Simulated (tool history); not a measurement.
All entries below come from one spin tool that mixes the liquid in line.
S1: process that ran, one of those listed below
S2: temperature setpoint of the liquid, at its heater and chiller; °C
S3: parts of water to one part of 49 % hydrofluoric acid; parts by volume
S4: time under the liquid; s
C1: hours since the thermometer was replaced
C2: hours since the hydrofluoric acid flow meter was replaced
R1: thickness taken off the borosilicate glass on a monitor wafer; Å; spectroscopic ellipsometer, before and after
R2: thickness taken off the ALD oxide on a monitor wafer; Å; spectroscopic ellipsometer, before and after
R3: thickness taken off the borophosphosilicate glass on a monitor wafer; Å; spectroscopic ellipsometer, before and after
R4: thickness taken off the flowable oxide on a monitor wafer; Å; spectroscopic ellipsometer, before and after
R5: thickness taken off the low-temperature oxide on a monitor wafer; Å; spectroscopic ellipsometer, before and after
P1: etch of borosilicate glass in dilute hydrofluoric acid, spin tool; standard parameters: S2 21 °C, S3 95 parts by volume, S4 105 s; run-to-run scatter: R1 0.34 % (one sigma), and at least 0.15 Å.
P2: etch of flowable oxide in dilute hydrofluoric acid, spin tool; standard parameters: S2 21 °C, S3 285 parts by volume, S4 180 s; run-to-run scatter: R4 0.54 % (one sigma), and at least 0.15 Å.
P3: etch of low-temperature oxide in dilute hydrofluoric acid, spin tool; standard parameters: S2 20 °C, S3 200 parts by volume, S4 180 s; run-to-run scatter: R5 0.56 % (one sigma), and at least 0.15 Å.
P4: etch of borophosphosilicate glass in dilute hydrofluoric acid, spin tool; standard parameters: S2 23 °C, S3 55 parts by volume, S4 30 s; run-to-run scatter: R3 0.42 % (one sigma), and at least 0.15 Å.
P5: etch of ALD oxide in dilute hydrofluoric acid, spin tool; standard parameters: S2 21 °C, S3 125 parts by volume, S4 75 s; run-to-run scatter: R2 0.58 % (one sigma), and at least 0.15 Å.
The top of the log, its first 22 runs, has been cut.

run	hour	S1	S2	S3	S4	C1	C2	R1	R2	R3	R4	R5
23	255.8	P4	18	55	30	625.4	1248.3			114.15		
24	265.2	P2	29	285	180	634.8	1257.7				313.12	
25	276.7	P5	21	220	75	646.3	1269.2		26.551			
26	291.7	P1	21	95	175	661.3	1284.2	515.88				
27	300	P3	20	50	180	669.6	1292.5					930.6
28	309.7	P3	20	200	180	679.3	1302.2					195.78
29	321.9	P2	21	285	75	691.5	1314.4				99.017	
30	337.2	P5	17	125	75	706.8	1329.7		44.334			
31	344.9	P1	21	95	105	714.5	1337.4	310.2				
32	360.9	P1	21	145	105	730.5	1353.4	193.44				
33	371.3	P5	21	125	75	740.9	1363.8		51.439			

Run 34 comes next. What will it give?
34	382.5	P1	21	95	105	752.1	1375	?				

R1: 310.09 Å
